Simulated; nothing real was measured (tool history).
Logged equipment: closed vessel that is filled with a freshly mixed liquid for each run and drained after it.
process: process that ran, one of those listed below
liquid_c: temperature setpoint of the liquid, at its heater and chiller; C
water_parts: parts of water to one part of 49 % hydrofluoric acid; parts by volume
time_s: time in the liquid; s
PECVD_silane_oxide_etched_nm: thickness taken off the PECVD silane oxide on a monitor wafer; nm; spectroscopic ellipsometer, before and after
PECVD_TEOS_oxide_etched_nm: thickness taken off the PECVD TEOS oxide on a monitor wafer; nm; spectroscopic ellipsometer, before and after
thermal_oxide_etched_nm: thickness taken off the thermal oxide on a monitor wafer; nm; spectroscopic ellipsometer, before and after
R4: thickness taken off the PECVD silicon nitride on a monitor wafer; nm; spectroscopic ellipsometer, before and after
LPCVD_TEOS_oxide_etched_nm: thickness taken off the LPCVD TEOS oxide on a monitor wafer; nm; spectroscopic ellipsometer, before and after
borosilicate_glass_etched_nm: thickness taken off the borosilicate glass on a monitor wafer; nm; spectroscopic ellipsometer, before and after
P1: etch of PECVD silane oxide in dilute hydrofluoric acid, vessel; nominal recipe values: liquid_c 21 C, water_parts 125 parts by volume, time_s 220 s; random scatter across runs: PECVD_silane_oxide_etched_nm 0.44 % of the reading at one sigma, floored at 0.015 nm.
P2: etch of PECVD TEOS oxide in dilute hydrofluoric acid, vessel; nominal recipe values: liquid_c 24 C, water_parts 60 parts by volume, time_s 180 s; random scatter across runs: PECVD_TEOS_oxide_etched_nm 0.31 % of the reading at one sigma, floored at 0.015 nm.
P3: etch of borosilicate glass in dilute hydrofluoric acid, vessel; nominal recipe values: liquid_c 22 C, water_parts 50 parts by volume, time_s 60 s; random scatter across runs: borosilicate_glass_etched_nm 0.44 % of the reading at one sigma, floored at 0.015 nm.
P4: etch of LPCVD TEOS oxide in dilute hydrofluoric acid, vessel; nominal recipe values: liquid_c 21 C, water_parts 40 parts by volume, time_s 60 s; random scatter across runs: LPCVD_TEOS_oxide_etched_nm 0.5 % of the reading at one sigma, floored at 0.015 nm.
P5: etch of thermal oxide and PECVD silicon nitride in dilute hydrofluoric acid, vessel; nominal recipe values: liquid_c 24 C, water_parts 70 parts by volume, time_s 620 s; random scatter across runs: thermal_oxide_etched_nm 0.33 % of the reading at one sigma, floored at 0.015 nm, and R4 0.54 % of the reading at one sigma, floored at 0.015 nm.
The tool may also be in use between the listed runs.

Run 1, hour 9.2: process P1, liquid_c 21 C, water_parts 125 parts by volume, time_s 220 s. Result: PECVD_silane_oxide_etched_nm 57.237 nm.
Run 2, hour 16.2: process P2, liquid_c 24 C, water_parts 110 parts by volume, time_s 180 s. Result: PECVD_TEOS_oxide_etched_nm 25.336 nm.
Run 3, hour 25: process P5, liquid_c 24 C, water_parts 70 parts by volume, time_s 1200 s. Result: thermal_oxide_etched_nm 84.219 nm, R4 29.279 nm.
Run 4, hour 33.2: process P1, liquid_c 21 C, water_parts 30 parts by volume, time_s 220 s. Result: PECVD_silane_oxide_etched_nm 264.91 nm.
Run 5, hour 38.5: process P1, liquid_c 21 C, water_parts 125 parts by volume, time_s 220 s. Result: PECVD_silane_oxide_etched_nm 56.349 nm.
Run 6, hour 49: process P1, liquid_c 21 C, water_parts 125 parts by volume, time_s 220 s. Result: PECVD_silane_oxide_etched_nm 56.221 nm.
Run 7, hour 56.2: process P1, liquid_c 17 C, water_parts 35 parts by volume, time_s 220 s. Result: PECVD_silane_oxide_etched_nm 188.94 nm.
Run 8, hour 61.2: process P5, liquid_c 24 C, water_parts 70 parts by volume, time_s 620 s. Result: thermal_oxide_etched_nm 43.27 nm, R4 14.968 nm.
Run 9, hour 69.4: process P5, liquid_c 24 C, water_parts 25 parts by volume, time_s 620 s. Result: thermal_oxide_etched_nm 129.12 nm, R4 41.176 nm.
Run 10, hour 80: process P1, liquid_c 21 C, water_parts 125 parts by volume, time_s 320 s. Result: PECVD_silane_oxide_etched_nm 82.497 nm.
Run 11, hour 86.1: process P2, liquid_c 24 C, water_parts 60 parts by volume, time_s 180 s. Result: PECVD_TEOS_oxide_etched_nm 49.05 nm.
Run 12, hour 93.4: process P4, liquid_c 21 C, water_parts 40 parts by volume, time_s 30 s. Result: LPCVD_TEOS_oxide_etched_nm 22.101 nm.
Run 13, hour 98: process P1, liquid_c 21 C, water_parts 180 parts by volume, time_s 220 s. Result: PECVD_silane_oxide_etched_nm 37.01 nm.
Run 14, hour 106.5: process P1, liquid_c 21 C, water_parts 125 parts by volume, time_s 220 s. Result: PECVD_silane_oxide_etched_nm 56.214 nm.
Run 15, hour 113.2: process P2, liquid_c 24 C, water_parts 60 parts by volume, time_s 260 s. Result: PECVD_TEOS_oxide_etched_nm 71.366 nm.
Run 16, hour 120.4: process P1, liquid_c 26 C, water_parts 125 parts by volume, time_s 220 s. Result: PECVD_silane_oxide_etched_nm 69.308 nm.
Run 17, hour 130.3: process P1, liquid_c 21 C, water_parts 125 parts by volume, time_s 220 s. Result: PECVD_silane_oxide_etched_nm 56.75 nm.
Run 18, hour 140.8: process P1, liquid_c 17 C, water_parts 125 parts by volume, time_s 220 s. Result: PECVD_silane_oxide_etched_nm 48.374 nm.
Run 19, hour 148.9: process P1, liquid_c 21 C, water_parts 125 parts by volume, time_s 50 s. Result: PECVD_silane_oxide_etched_nm 12.975 nm.
Run 20, hour 158.2: process P2, liquid_c 19 C, water_parts 60 parts by volume, time_s 180 s. Result: PECVD_TEOS_oxide_etched_nm 39.802 nm.
Run 21, hour 164.5: process P1, liquid_c 21 C, water_parts 125 parts by volume, time_s 220 s. Result: PECVD_silane_oxide_etched_nm 56.835 nm.
Run 22, hour 172: process P3, liquid_c 22 C, water_parts 50 parts by volume, time_s 30 s. Result: borosilicate_glass_etched_nm 22.125 nm.
Run 23, hour 178.8: process P4, liquid_c 21 C, water_parts 40 parts by volume, time_s 60 s. Result: LPCVD_TEOS_oxide_etched_nm 43.877 nm.
Run 24, hour 184.9: process P3, liquid_c 29 C, water_parts 50 parts by volume, time_s 60 s. Result: borosilicate_glass_etched_nm 59.636 nm.
Run 25, hour 193.4: process P4, liquid_c 21 C, water_parts 40 parts by volume, time_s 60 s. Result: LPCVD_TEOS_oxide_etched_nm 44.168 nm.
Run 26, hour 203.7: process P1, liquid_c 21 C, water_parts 125 parts by volume, time_s 220 s. Result: PECVD_silane_oxide_etched_nm 56.842 nm.
Run 27, hour 210.2: process P5, liquid_c 24 C, water_parts 70 parts by volume, time_s 620 s. Result: thermal_oxide_etched_nm 42.927 nm, R4 15.1 nm.
Run 28, hour 218.4: process P4, liquid_c 21 C, water_parts 20 parts by volume, time_s 60 s. Result: LPCVD_TEOS_oxide_etched_nm 91.614 nm.
Run 29, hour 225.1: process P5, liquid_c 18 C, water_parts 70 parts by volume, time_s 620 s. Result: thermal_oxide_etched_nm 33.79 nm, R4 9.9615 nm.
Run 30, hour 233.7: process P4, liquid_c 29 C, water_parts 40 parts by volume, time_s 60 s. Result: LPCVD_TEOS_oxide_etched_nm 61.182 nm.
Run 31, hour 242: process P3, liquid_c 22 C, water_parts 20 parts by volume, time_s 60 s. Result: borosilicate_glass_etched_nm 115.8 nm.
Run 32, hour 249.6: process P3, liquid_c 22 C, water_parts 50 parts by volume, time_s 60 s. Result: borosilicate_glass_etched_nm 44.326 nm.
Run 33, hour 258.2: process P1, liquid_c 21 C, water_parts 125 parts by volume, time_s 220 s. Result: PECVD_silane_oxide_etched_nm 56.919 nm.
Run 34, hour 264.4: process P1, liquid_c 21 C, water_parts 125 parts by volume, time_s 220 s. Result: PECVD_silane_oxide_etched_nm 55.285 nm.
Run 35, hour 269.2: process P1, liquid_c 21 C, water_parts 125 parts by volume, time_s 220 s. Result: PECVD_silane_oxide_etched_nm 53.804 nm.
Run 36, hour 275.1: process P1, liquid_c 21 C, water_parts 125 parts by volume, time_s 220 s. Result: PECVD_silane_oxide_etched_nm 53.704 nm.
Run 37, hour 284: process P1, liquid_c 21 C, water_parts 125 parts by volume, time_s 220 s. Result: PECVD_silane_oxide_etched_nm 52.621 nm.
Run 38, hour 293.1: process P1, liquid_c 21 C, water_parts 125 parts by volume, time_s 220 s. Result: PECVD_silane_oxide_etched_nm 52.667 nm.
Run 39, hour 300.7: process P1, liquid_c 21 C, water_parts 125 parts by volume, time_s 220 s. Result: PECVD_silane_oxide_etched_nm 52.535 nm.
Run 40, hour 309.2: process P1, liquid_c 21 C, water_parts 125 parts by volume, time_s 220 s. Result: PECVD_silane_oxide_etched_nm 52.168 nm.
Run 41, hour 314.2: process P1, liquid_c 21 C, water_parts 125 parts by volume, time_s 220 s. Result: PECVD_silane_oxide_etched_nm 52.406 nm.

P1 has crept away from where it was. The log is fitted equally well by each of these 2 causes, at the sizes shown:
A: liquid colder than its thermometer reads (K) = 1.96
B: hydrofluoric acid flow below the setpoint (%) = 6.67
The process output started creeping at around hour 258.2.

Consider the 4 single-wafer check runs listed below, results given as question marks: which one distinguishes between the causes by giving clearly different results for each?
Run check 1, hour 319.2: process P5, liquid_c 24 C, water_parts 70 parts by volume, time_s 930 s. Result: thermal_oxide_etched_nm ?, R4 ?.
Run check 2, hour 319.2: process P3, liquid_c 27.5 C, water_parts 25 parts by volume, time_s 60 s. Result: borosilicate_glass_etched_nm ?.
Run check 3, hour 319.2: process P2, liquid_c 24 C, water_parts 90 parts by volume, time_s 180 s. Result: PECVD_TEOS_oxide_etched_nm ?.
Run check 4, hour 319.2: process P4, liquid_c 26 C, water_parts 40 parts by volume, time_s 30 s. Result: LPCVD_TEOS_oxide_etched_nm ?.

Expected result of each check under each candidate cause:
  check                        result    if A    if B
check 1       thermal_oxide_etched_nm    59.9   60.18
check 1                            R4  19.787  21.095
check 2  borosilicate_glass_etched_nm  106.54  107.51
check 3    PECVD_TEOS_oxide_etched_nm  29.249  29.306
check 4    LPCVD_TEOS_oxide_etched_nm  25.126  25.318
Smallest distance between any two causes, each pair judged by its most separating result, in per cent: check 1 6.4 %; check 2 0.91 %; check 3 0.19 %; check 4 0.76 %
Only check 1 tells the causes apart: in the others they would give nearly the same result.

Here is what check 1 returned: thermal_oxide_etched_nm 59.765 nm; R4 19.608 nm. Which cause is it?

It is A: liquid colder than its thermometer reads (K).

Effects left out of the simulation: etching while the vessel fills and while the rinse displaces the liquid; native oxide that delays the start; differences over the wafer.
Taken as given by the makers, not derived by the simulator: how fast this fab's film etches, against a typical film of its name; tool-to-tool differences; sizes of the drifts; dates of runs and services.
